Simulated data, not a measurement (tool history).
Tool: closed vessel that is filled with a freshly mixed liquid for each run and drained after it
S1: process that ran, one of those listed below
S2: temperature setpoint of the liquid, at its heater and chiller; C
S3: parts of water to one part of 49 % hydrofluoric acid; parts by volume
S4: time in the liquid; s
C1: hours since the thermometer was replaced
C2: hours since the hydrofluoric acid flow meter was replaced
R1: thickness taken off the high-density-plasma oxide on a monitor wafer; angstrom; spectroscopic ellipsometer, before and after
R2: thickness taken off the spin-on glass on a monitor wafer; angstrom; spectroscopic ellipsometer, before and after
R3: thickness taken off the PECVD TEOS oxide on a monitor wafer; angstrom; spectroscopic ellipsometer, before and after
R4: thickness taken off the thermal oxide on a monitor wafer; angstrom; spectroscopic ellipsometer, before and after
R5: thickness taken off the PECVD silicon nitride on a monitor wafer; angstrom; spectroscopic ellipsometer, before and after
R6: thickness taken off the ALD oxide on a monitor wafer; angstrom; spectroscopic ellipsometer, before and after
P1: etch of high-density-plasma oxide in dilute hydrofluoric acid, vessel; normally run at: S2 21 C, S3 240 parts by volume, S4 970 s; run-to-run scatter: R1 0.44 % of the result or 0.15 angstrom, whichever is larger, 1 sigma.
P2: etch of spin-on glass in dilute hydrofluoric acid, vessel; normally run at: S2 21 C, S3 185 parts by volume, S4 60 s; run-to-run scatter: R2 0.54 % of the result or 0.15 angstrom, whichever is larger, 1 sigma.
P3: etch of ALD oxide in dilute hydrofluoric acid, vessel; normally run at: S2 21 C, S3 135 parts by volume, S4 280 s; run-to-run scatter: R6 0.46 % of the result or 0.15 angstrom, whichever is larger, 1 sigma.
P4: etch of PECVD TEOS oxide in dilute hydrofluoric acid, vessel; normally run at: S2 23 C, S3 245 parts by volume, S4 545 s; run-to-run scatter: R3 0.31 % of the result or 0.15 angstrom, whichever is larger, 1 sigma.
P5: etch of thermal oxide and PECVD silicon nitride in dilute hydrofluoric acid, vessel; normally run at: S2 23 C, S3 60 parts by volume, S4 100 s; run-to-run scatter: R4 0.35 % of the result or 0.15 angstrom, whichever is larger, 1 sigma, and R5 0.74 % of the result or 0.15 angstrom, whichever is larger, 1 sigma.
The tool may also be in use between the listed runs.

Run 1, hour 12.3: S1 P1, S2 21 C, S3 240 parts by volume, S4 970 s; C1 558.6; C2 560.1. Result: R1 340.76 angstrom.
Run 2, hour 22.5: S1 P1, S2 21 C, S3 240 parts by volume, S4 1480 s; C1 568.8; C2 570.3. Result: R1 515.03 angstrom.
Run 3, hour 32: S1 P2, S2 21 C, S3 185 parts by volume, S4 60 s; C1 578.3; C2 579.8. Result: R2 56.138 angstrom.
Run 4, hour 48: S1 P4, S2 23 C, S3 120 parts by volume, S4 545 s; C1 594.3; C2 595.8. Result: R3 825.89 angstrom.
Run 5, hour 67.2: S1 P1, S2 21 C, S3 150 parts by volume, S4 1885 s; C1 613.5; C2 615. Result: R1 1152.7 angstrom.
Run 6, hour 85.3: S1 P1, S2 21 C, S3 75 parts by volume, S4 970 s; C1 631.6; C2 633.1. Result: R1 1307.7 angstrom.
Run 7, hour 96.3: S1 P2, S2 17 C, S3 185 parts by volume, S4 60 s; C1 642.6; C2 644.1. Result: R2 47.683 angstrom.
Run 8, hour 115.4: S1 P4, S2 23 C, S3 245 parts by volume, S4 545 s; C1 661.7; C2 663.2. Result: R3 350.49 angstrom.
Run 9, hour 128.1: S1 P2, S2 21 C, S3 115 parts by volume, S4 60 s; C1 674.4; C2 675.9. Result: R2 96.794 angstrom.
Run 10, hour 141.3: S1 P5, S2 23 C, S3 60 parts by volume, S4 155 s; C1 687.6; C2 689.1. Result: R4 126.53 angstrom, R5 52.624 angstrom.
Run 11, hour 154.7: S1 P1, S2 21 C, S3 130 parts by volume, S4 1835 s; C1 701; C2 702.5. Result: R1 1323.6 angstrom.
Run 12, hour 169.4: S1 P4, S2 27 C, S3 245 parts by volume, S4 545 s; C1 715.7; C2 717.2. Result: R3 409.03 angstrom.
Run 13, hour 181.9: S1 P1, S2 21 C, S3 240 parts by volume, S4 385 s; C1 728.2; C2 729.7. Result: R1 134.52 angstrom.
At hour 186.1: thermometer replaced.
Run 14, hour 195: S1 P4, S2 23 C, S3 245 parts by volume, S4 210 s; C1 9; C2 742.8. Result: R3 136.53 angstrom.
Run 15, hour 211.7: S1 P5, S2 23 C, S3 60 parts by volume, S4 100 s; C1 25.7; C2 759.5. Result: R4 81.25 angstrom, R5 33.517 angstrom.
Run 16, hour 230.4: S1 P1, S2 21 C, S3 240 parts by volume, S4 970 s; C1 44.4; C2 778.2. Result: R1 339.43 angstrom.
Run 17, hour 247.2: S1 P3, S2 21 C, S3 135 parts by volume, S4 280 s; C1 61.2; C2 795. Result: R6 479.21 angstrom.
Run 18, hour 262.4: S1 P3, S2 21 C, S3 70 parts by volume, S4 280 s; C1 76.4; C2 810.2. Result: R6 995.41 angstrom.
At hour 278.8: hydrofluoric acid flow meter replaced.
Run 19, hour 278.8: S1 P1, S2 21 C, S3 85 parts by volume, S4 390 s; C1 92.8; C2 0. Result: R1 455.03 angstrom.
Run 20, hour 297.8: S1 P2, S2 21 C, S3 185 parts by volume, S4 115 s; C1 111.8; C2 19. Result: R2 108.28 angstrom.
Run 21, hour 314.4: S1 P1, S2 21 C, S3 240 parts by volume, S4 970 s; C1 128.4; C2 35.6. Result: R1 340.12 angstrom.
Run 22, hour 324.9: S1 P3, S2 21 C, S3 135 parts by volume, S4 60 s; C1 138.9; C2 46.1. Result: R6 102.65 angstrom.
Run 23, hour 340.5: S1 P3, S2 27 C, S3 135 parts by volume, S4 280 s; C1 154.5; C2 61.7. Result: R6 606.77 angstrom.
Run 24, hour 349.2: S1 P1, S2 27 C, S3 240 parts by volume, S4 970 s; C1 163.2; C2 70.4. Result: R1 420.58 angstrom.
Run 25, hour 367.9: S1 P5, S2 23 C, S3 60 parts by volume, S4 100 s; C1 181.9; C2 89.1. Result: R4 81.256 angstrom, R5 34.223 angstrom.
Run 26, hour 382.9: S1 P5, S2 18 C, S3 60 parts by volume, S4 100 s; C1 196.9; C2 104.1. Result: R4 66.605 angstrom, R5 23.687 angstrom.
Run 27, hour 397: S1 P1, S2 21 C, S3 240 parts by volume, S4 970 s; C1 211; C2 118.2. Result: R1 339.82 angstrom.
Run 28, hour 408.4: S1 P5, S2 23 C, S3 110 parts by volume, S4 100 s; C1 222.4; C2 129.6. Result: R4 41.974 angstrom, R5 18.611 angstrom.
Run 29, hour 425.4: S1 P3, S2 21 C, S3 135 parts by volume, S4 280 s; C1 239.4; C2 146.6. Result: R6 478.87 angstrom.
Run 30, hour 441.6: S1 P1, S2 17 C, S3 240 parts by volume, S4 970 s; C1 255.6; C2 162.8. Result: R1 292.42 angstrom.
Run 31, hour 450: S1 P1, S2 21 C, S3 365 parts by volume, S4 970 s; C1 264; C2 171.2. Result: R1 198.76 angstrom.
Run 32, hour 461.8: S1 P1, S2 21 C, S3 240 parts by volume, S4 970 s; C1 275.8; C2 183. Result: R1 341.15 angstrom.
Run 33, hour 479: S1 P1, S2 21 C, S3 240 parts by volume, S4 970 s; C1 293; C2 200.2. Result: R1 349.11 angstrom.
Run 34, hour 496.6: S1 P1, S2 21 C, S3 240 parts by volume, S4 970 s; C1 310.6; C2 217.8. Result: R1 354.14 angstrom.
Run 35, hour 509.6: S1 P1, S2 21 C, S3 240 parts by volume, S4 970 s; C1 323.6; C2 230.8. Result: R1 359.89 angstrom.
Run 36, hour 528.5: S1 P1, S2 21 C, S3 240 parts by volume, S4 970 s; C1 342.5; C2 249.7. Result: R1 359.82 angstrom.
Run 37, hour 539.9: S1 P1, S2 21 C, S3 240 parts by volume, S4 970 s; C1 353.9; C2 261.1. Result: R1 359.18 angstrom.
Run 38, hour 556.5: S1 P1, S2 21 C, S3 240 parts by volume, S4 970 s; C1 370.5; C2 277.7. Result: R1 362.88 angstrom.
Run 39, hour 567.1: S1 P1, S2 21 C, S3 240 parts by volume, S4 970 s; C1 381.1; C2 288.3. Result: R1 363.5 angstrom.
Run 40, hour 581.2: S1 P1, S2 21 C, S3 240 parts by volume, S4 970 s; C1 395.2; C2 302.4. Result: R1 363.29 angstrom.
Run 41, hour 594.5: S1 P1, S2 21 C, S3 240 parts by volume, S4 970 s; C1 408.5; C2 315.7. Result: R1 362.08 angstrom.

What P1 gives has crept away from where it was. These 2 causes fit the log equally well, each at the size given:
A: hydrofluoric acid flow above the setpoint (%) = 5.69
B: liquid hotter than its thermometer reads (K) = 1.84
The creep began at about hour 461.8.

4 check runs are offered, one wafer each, their results left as question marks. Which one tells the causes apart?
Run check 1, hour 607.8: S1 P3, S2 24.5 C, S3 135 parts by volume, S4 280 s. Result: R6 ?.
Run check 2, hour 607.8: S1 P2, S2 21 C, S3 135 parts by volume, S4 110 s. Result: R2 ?.
Run check 3, hour 607.8: S1 P4, S2 27 C, S3 155 parts by volume, S4 545 s. Result: R3 ?.
Run check 4, hour 607.8: S1 P5, S2 23 C, S3 80 parts by volume, S4 100 s. Result: R4 ?, R5 ?.

What each check would give under each cause:
  check  result    if A    if B
check 1      R6  587.77  591.37
check 2      R2  157.32  158.78
check 3      R3   763.3  764.69
check 4      R4  63.386  64.235
check 4      R5  26.856  28.746
How far apart the two closest causes lie, in the result that separates them most: check 1 0.61 %; check 2 0.92 %; check 3 0.18 %; check 4 6.8 %
Check 4 tells the causes apart: in the others they would give nearly the same result.

Check 4 was then run and gave: R4 63.264 angstrom; R5 26.673 angstrom. Which cause is it?

It is A: hydrofluoric acid flow above the setpoint (%).

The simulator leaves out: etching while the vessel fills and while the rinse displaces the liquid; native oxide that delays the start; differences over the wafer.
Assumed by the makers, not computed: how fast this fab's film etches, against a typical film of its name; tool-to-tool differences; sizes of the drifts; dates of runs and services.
